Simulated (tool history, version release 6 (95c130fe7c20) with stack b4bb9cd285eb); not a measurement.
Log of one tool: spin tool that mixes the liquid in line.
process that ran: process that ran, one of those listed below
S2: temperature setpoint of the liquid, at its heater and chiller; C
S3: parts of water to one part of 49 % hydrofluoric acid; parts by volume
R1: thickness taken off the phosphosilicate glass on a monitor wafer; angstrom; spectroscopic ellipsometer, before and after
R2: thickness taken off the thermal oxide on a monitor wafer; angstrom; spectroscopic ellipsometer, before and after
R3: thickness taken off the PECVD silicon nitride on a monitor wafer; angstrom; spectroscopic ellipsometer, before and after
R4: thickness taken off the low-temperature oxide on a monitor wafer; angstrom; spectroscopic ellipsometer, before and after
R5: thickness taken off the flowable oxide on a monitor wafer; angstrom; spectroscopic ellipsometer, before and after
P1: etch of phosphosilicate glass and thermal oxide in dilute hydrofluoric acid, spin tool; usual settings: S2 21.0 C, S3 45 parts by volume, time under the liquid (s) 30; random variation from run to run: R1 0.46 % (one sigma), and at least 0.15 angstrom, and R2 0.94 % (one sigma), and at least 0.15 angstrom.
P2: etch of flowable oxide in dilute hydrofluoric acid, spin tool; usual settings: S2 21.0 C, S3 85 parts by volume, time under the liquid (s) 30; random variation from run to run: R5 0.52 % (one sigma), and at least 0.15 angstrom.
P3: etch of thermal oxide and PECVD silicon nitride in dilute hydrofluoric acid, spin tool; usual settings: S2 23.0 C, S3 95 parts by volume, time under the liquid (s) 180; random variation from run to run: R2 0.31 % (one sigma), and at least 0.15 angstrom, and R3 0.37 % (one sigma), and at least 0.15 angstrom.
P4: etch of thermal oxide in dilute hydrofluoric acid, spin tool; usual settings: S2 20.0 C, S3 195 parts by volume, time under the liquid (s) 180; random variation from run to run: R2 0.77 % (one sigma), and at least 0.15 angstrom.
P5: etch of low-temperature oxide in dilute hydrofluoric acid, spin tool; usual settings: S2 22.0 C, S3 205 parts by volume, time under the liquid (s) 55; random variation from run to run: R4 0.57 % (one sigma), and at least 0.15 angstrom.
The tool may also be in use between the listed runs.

{"run": 1, "day": 0.479, "process that ran": "P1", "S2": 21.0, "S3": 45, "time under the liquid (s)": 30, "R1": 858.01, "R2": 29.054}
{"run": 2, "day": 0.862, "process that ran": "P1", "S2": 21.0, "S3": 45, "time under the liquid (s)": 60, "R1": 1706.5, "R2": 58.199}
{"run": 3, "day": 1.483, "process that ran": "P1", "S2": 21.0, "S3": 30, "time under the liquid (s)": 30, "R1": 1301.4, "R2": 44.103}
{"run": 4, "day": 2.054, "process that ran": "P3", "S2": 23.0, "S3": 40, "time under the liquid (s)": 180, "R2": 227.53, "R3": 140.6}
{"run": 5, "day": 2.433, "process that ran": "P1", "S2": 21.0, "S3": 45, "time under the liquid (s)": 30, "R1": 849.94, "R2": 28.6}
{"run": 6, "day": 2.854, "process that ran": "P1", "S2": 21.0, "S3": 45, "time under the liquid (s)": 30, "R1": 851.41, "R2": 29.081}
{"run": 7, "day": 3.304, "process that ran": "P1", "S2": 21.0, "S3": 65, "time under the liquid (s)": 30, "R1": 577.81, "R2": 19.467}
{"run": 8, "day": 4.012, "process that ran": "P3", "S2": 23.0, "S3": 95, "time under the liquid (s)": 180, "R2": 89.388, "R3": 59.839}
{"run": 9, "day": 4.442, "process that ran": "P5", "S2": 22.0, "S3": 205, "time under the liquid (s)": 55, "R4": 53.683}
{"run": 10, "day": 4.871, "process that ran": "P1", "S2": 21.0, "S3": 45, "time under the liquid (s)": 15, "R1": 422.3, "R2": 14.603}
{"run": 11, "day": 5.233, "process that ran": "P1", "S2": 27.5, "S3": 45, "time under the liquid (s)": 30, "R1": 1124.3, "R2": 38.796}
{"run": 12, "day": 5.862, "process that ran": "P2", "S2": 21.0, "S3": 85, "time under the liquid (s)": 50, "R5": 312.22}
{"run": 13, "day": 6.2, "process that ran": "P5", "S2": 17.0, "S3": 205, "time under the liquid (s)": 55, "R4": 44.49}
{"run": 14, "day": 6.708, "process that ran": "P1", "S2": 24.5, "S3": 45, "time under the liquid (s)": 15, "R1": 496.65, "R2": 16.619}
{"run": 15, "day": 7.462, "process that ran": "P4", "S2": 20.0, "S3": 195, "time under the liquid (s)": 180, "R2": 32.259}
{"run": 16, "day": 7.888, "process that ran": "P3", "S2": 23.0, "S3": 95, "time under the liquid (s)": 180, "R2": 89.911, "R3": 59.997}
{"run": 17, "day": 8.538, "process that ran": "P4", "S2": 20.0, "S3": 195, "time under the liquid (s)": 90, "R2": 16.409}
{"run": 18, "day": 8.996, "process that ran": "P5", "S2": 22.0, "S3": 205, "time under the liquid (s)": 15, "R4": 14.823}
{"run": 19, "day": 9.633, "process that ran": "P1", "S2": 21.0, "S3": 70, "time under the liquid (s)": 15, "R1": 265.28, "R2": 8.7661}
{"run": 20, "day": 10.021, "process that ran": "P5", "S2": 22.0, "S3": 45, "time under the liquid (s)": 55, "R4": 293.24}
{"run": 21, "day": 10.738, "process that ran": "P3", "S2": 17.5, "S3": 95, "time under the liquid (s)": 180, "R2": 71.423, "R3": 41.501}
{"run": 22, "day": 11.267, "process that ran": "P4", "S2": 17.0, "S3": 195, "time under the liquid (s)": 180, "R2": 28.898}
{"run": 23, "day": 11.712, "process that ran": "P2", "S2": 17.0, "S3": 85, "time under the liquid (s)": 30, "R5": 159.7}
{"run": 24, "day": 12.25, "process that ran": "P1", "S2": 21.0, "S3": 25, "time under the liquid (s)": 50, "R1": 2635.0, "R2": 89.751}
{"run": 25, "day": 12.958, "process that ran": "P2", "S2": 21.0, "S3": 85, "time under the liquid (s)": 30, "R5": 187.78}
{"run": 26, "day": 13.492, "process that ran": "P2", "S2": 21.0, "S3": 20, "time under the liquid (s)": 30, "R5": 869.66}
{"run": 27, "day": 14.0, "process that ran": "P1", "S2": 17.0, "S3": 45, "time under the liquid (s)": 30, "R1": 718.31, "R2": 24.694}
{"run": 28, "day": 14.433, "process that ran": "P1", "S2": 21.0, "S3": 45, "time under the liquid (s)": 30, "R1": 854.03, "R2": 28.941}
{"run": 29, "day": 15.212, "process that ran": "P4", "S2": 20.0, "S3": 30, "time under the liquid (s)": 180, "R2": 256.17}
{"run": 30, "day": 15.692, "process that ran": "P3", "S2": 23.0, "S3": 95, "time under the liquid (s)": 300, "R2": 149.56, "R3": 99.972}
{"run": 31, "day": 16.054, "process that ran": "P1", "S2": 21.0, "S3": 45, "time under the liquid (s)": 30, "R1": 852.82, "R2": 29.251}
{"run": 32, "day": 16.829, "process that ran": "P1", "S2": 21.0, "S3": 45, "time under the liquid (s)": 30, "R1": 850.83, "R2": 29.247}
{"run": 33, "day": 17.6, "process that ran": "P1", "S2": 21.0, "S3": 45, "time under the liquid (s)": 30, "R1": 820.91, "R2": 28.012}
{"run": 34, "day": 18.042, "process that ran": "P1", "S2": 21.0, "S3": 45, "time under the liquid (s)": 30, "R1": 812.4, "R2": 27.262}
{"run": 35, "day": 18.712, "process that ran": "P1", "S2": 21.0, "S3": 45, "time under the liquid (s)": 30, "R1": 796.54, "R2": 26.817}
{"run": 36, "day": 19.146, "process that ran": "P1", "S2": 21.0, "S3": 45, "time under the liquid (s)": 30, "R1": 786.03, "R2": 27.002}
{"run": 37, "day": 19.583, "process that ran": "P1", "S2": 21.0, "S3": 45, "time under the liquid (s)": 30, "R1": 782.68, "R2": 26.583}
{"run": 38, "day": 20.125, "process that ran": "P1", "S2": 21.0, "S3": 45, "time under the liquid (s)": 30, "R1": 772.43, "R2": 26.787}
{"run": 39, "day": 20.696, "process that ran": "P1", "S2": 21.0, "S3": 45, "time under the liquid (s)": 30, "R1": 779.54, "R2": 26.536}
{"run": 40, "day": 21.467, "process that ran": "P1", "S2": 21.0, "S3": 45, "time under the liquid (s)": 30, "R1": 770.09, "R2": 26.389}
{"run": 41, "day": 22.142, "process that ran": "P1", "S2": 21.0, "S3": 45, "time under the liquid (s)": 30, "R1": 766.16, "R2": 25.902}

What P1 gives has crept away from where it was. These 2 causes fit the log equally well, each at the size given:
A: hydrofluoric acid flow below the setpoint (%) = 8.99
B: liquid colder than its thermometer reads (K) = 2.34
The creep began at about day 16.829.

4 check runs are offered, one wafer each, their results left as question marks. Which one tells the causes apart?
{"run": "check 1", "day": 22.817, "process that ran": "P4", "S2": 20.0, "S3": 50, "time under the liquid (s)": 115, "R2": "?"}
{"run": "check 2", "day": 22.817, "process that ran": "P3", "S2": 19.0, "S3": 95, "time under the liquid (s)": 180, "R2": "?", "R3": "?"}
{"run": "check 3", "day": 22.817, "process that ran": "P2", "S2": 21.0, "S3": 25, "time under the liquid (s)": 45, "R5": "?"}
{"run": "check 4", "day": 22.817, "process that ran": "P5", "S2": 17.0, "S3": 65, "time under the liquid (s)": 55, "R4": "?"}

What each check would give under each cause:
check=check_1 result=R2 if_A=86.0450 if_B=86.0310
check=check_2 result=R2 if_A=68.6870 if_B=69.1080
check=check_2 result=R3 if_A=41.739 if_B=38.887
check=check_3 result=R5 if_A=935.40 if_B=931.57
check=check_4 result=R4 if_A=145.290 if_B=145.210
How far apart the two closest causes lie, in the result that separates them most: check 1 0.02 %; check 2 7.08 %; check 3 0.41 %; check 4 0.06 %
Check 2 tells the causes apart: in the others they would give nearly the same result.

Check 2 was then run and gave: R2 68.5560 angstrom; R3 41.723 angstrom. Which cause is it?

It is A: hydrofluoric acid flow below the setpoint (%).

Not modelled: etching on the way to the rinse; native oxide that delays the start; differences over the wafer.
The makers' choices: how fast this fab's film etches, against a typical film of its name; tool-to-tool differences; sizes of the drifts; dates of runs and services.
